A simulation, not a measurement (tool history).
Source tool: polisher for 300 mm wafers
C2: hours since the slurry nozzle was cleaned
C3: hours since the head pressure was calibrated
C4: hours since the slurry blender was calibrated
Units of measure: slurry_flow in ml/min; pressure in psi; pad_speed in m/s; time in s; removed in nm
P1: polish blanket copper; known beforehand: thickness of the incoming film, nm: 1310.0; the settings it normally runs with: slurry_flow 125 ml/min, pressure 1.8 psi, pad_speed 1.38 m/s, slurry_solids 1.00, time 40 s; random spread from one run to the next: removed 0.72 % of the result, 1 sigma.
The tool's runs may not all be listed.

{"run": 1, "hour": 6.4, "slurry_flow": 125, "pressure": 1.8, "pad_speed": 1.38, "slurry_solids": 1.0, "time": 40, "wafers polished on this pad": 440, "C2": 440.6, "C3": 267.9, "C4": 125.3, "removed": 88.315}
{"run": 2, "hour": 11.5, "slurry_flow": 95, "pressure": 1.8, "pad_speed": 1.38, "slurry_solids": 1.0, "time": 54, "wafers polished on this pad": 481, "C2": 445.7, "C3": 273.0, "C4": 130.4, "removed": 114.62}
{"run": 3, "hour": 18.0, "slurry_flow": 125, "pressure": 1.8, "pad_speed": 1.38, "slurry_solids": 1.0, "time": 40, "wafers polished on this pad": 534, "C2": 452.2, "C3": 279.5, "C4": 136.9, "removed": 88.292}
{"hour": 25.2, "done": "slurry nozzle cleaned"}
{"run": 4, "hour": 26.5, "slurry_flow": 125, "pressure": 2.4, "pad_speed": 1.38, "slurry_solids": 1.0, "time": 40, "wafers polished on this pad": 603, "C2": 1.4, "C3": 288.0, "C4": 145.4, "removed": 119.93}
{"run": 5, "hour": 30.7, "slurry_flow": 125, "pressure": 1.8, "pad_speed": 0.76, "slurry_solids": 1.0, "time": 40, "wafers polished on this pad": 636, "C2": 5.6, "C3": 292.2, "C4": 149.6, "removed": 49.237}
{"run": 6, "hour": 37.5, "slurry_flow": 165, "pressure": 1.8, "pad_speed": 1.38, "slurry_solids": 1.0, "time": 40, "wafers polished on this pad": 691, "C2": 12.4, "C3": 299.0, "C4": 156.4, "removed": 94.616}
{"run": 7, "hour": 44.7, "slurry_flow": 125, "pressure": 1.8, "pad_speed": 1.92, "slurry_solids": 1.0, "time": 40, "wafers polished on this pad": 750, "C2": 19.6, "C3": 306.2, "C4": 163.6, "removed": 124.93}
{"run": 8, "hour": 53.8, "slurry_flow": 125, "pressure": 1.8, "pad_speed": 1.38, "slurry_solids": 1.0, "time": 40, "wafers polished on this pad": 823, "C2": 28.7, "C3": 315.3, "C4": 172.7, "removed": 89.899}
{"run": 9, "hour": 58.0, "slurry_flow": 125, "pressure": 1.8, "pad_speed": 1.38, "slurry_solids": 1.0, "time": 62, "wafers polished on this pad": 857, "C2": 32.9, "C3": 319.5, "C4": 176.9, "removed": 138.58}
{"run": 10, "hour": 62.4, "slurry_flow": 125, "pressure": 1.8, "pad_speed": 1.38, "slurry_solids": 1.35, "time": 40, "wafers polished on this pad": 893, "C2": 37.3, "C3": 323.9, "C4": 181.3, "removed": 94.765}
{"run": 11, "hour": 66.4, "slurry_flow": 195, "pressure": 1.8, "pad_speed": 1.7, "slurry_solids": 1.0, "time": 40, "wafers polished on this pad": 925, "C2": 41.3, "C3": 327.9, "C4": 185.3, "removed": 118.34}
{"run": 12, "hour": 70.4, "slurry_flow": 125, "pressure": 1.8, "pad_speed": 1.38, "slurry_solids": 0.5, "time": 40, "wafers polished on this pad": 957, "C2": 45.3, "C3": 331.9, "C4": 189.3, "removed": 76.43}
{"run": 13, "hour": 77.9, "slurry_flow": 125, "pressure": 1.8, "pad_speed": 1.38, "slurry_solids": 1.0, "time": 40, "wafers polished on this pad": 1018, "C2": 52.8, "C3": 339.4, "C4": 196.8, "removed": 89.367}
{"run": 14, "hour": 86.0, "slurry_flow": 85, "pressure": 1.8, "pad_speed": 1.38, "slurry_solids": 0.6, "time": 40, "wafers polished on this pad": 1084, "C2": 60.9, "C3": 347.5, "C4": 204.9, "removed": 72.476}
{"run": 15, "hour": 94.1, "slurry_flow": 125, "pressure": 1.8, "pad_speed": 1.38, "slurry_solids": 1.0, "time": 21, "wafers polished on this pad": 1149, "C2": 69.0, "C3": 355.6, "C4": 213.0, "removed": 46.414}
{"run": 16, "hour": 98.7, "slurry_flow": 125, "pressure": 1.1, "pad_speed": 1.38, "slurry_solids": 1.0, "time": 40, "wafers polished on this pad": 1186, "C2": 73.6, "C3": 360.2, "C4": 217.6, "removed": 54.304}
{"run": 17, "hour": 104.7, "slurry_flow": 75, "pressure": 1.8, "pad_speed": 1.38, "slurry_solids": 1.0, "time": 40, "wafers polished on this pad": 1235, "C2": 79.6, "C3": 366.2, "C4": 223.6, "removed": 78.304}
{"run": 18, "hour": 110.7, "slurry_flow": 125, "pressure": 1.8, "pad_speed": 1.38, "slurry_solids": 1.0, "time": 40, "wafers polished on this pad": 1283, "C2": 85.6, "C3": 372.2, "C4": 229.6, "removed": 87.878}
{"run": 19, "hour": 117.9, "slurry_flow": 125, "pressure": 1.8, "pad_speed": 1.38, "slurry_solids": 1.0, "time": 40, "wafers polished on this pad": 1341, "C2": 92.8, "C3": 379.4, "C4": 236.8, "removed": 86.463}
{"run": 20, "hour": 123.9, "slurry_flow": 125, "pressure": 1.8, "pad_speed": 1.38, "slurry_solids": 1.0, "time": 40, "wafers polished on this pad": 1390, "C2": 98.8, "C3": 385.4, "C4": 242.8, "removed": 83.337}
{"run": 21, "hour": 130.6, "slurry_flow": 125, "pressure": 1.8, "pad_speed": 1.38, "slurry_solids": 1.0, "time": 40, "wafers polished on this pad": 1444, "C2": 105.5, "C3": 392.1, "C4": 249.5, "removed": 82.269}
{"run": 22, "hour": 136.2, "slurry_flow": 125, "pressure": 1.8, "pad_speed": 1.38, "slurry_solids": 1.0, "time": 40, "wafers polished on this pad": 1489, "C2": 111.1, "C3": 397.7, "C4": 255.1, "removed": 83.146}
{"run": 23, "hour": 142.8, "slurry_flow": 125, "pressure": 1.8, "pad_speed": 1.38, "slurry_solids": 1.0, "time": 40, "wafers polished on this pad": 1543, "C2": 117.7, "C3": 404.3, "C4": 261.7, "removed": 81.455}

Predict the results of run 24:
{"hour": 145.7, "done": "slurry blender recalibrated"}
{"hour": 146.3, "done": "worn pad replaced by a new one"}
{"run": 24, "hour": 148.7, "slurry_flow": 125, "pressure": 1.8, "pad_speed": 1.38, "slurry_solids": 1.0, "time": 40, "wafers polished on this pad": 19, "C2": 123.6, "C3": 410.2, "C4": 3.0, "removed": "?"}

removed: 81.785 nm

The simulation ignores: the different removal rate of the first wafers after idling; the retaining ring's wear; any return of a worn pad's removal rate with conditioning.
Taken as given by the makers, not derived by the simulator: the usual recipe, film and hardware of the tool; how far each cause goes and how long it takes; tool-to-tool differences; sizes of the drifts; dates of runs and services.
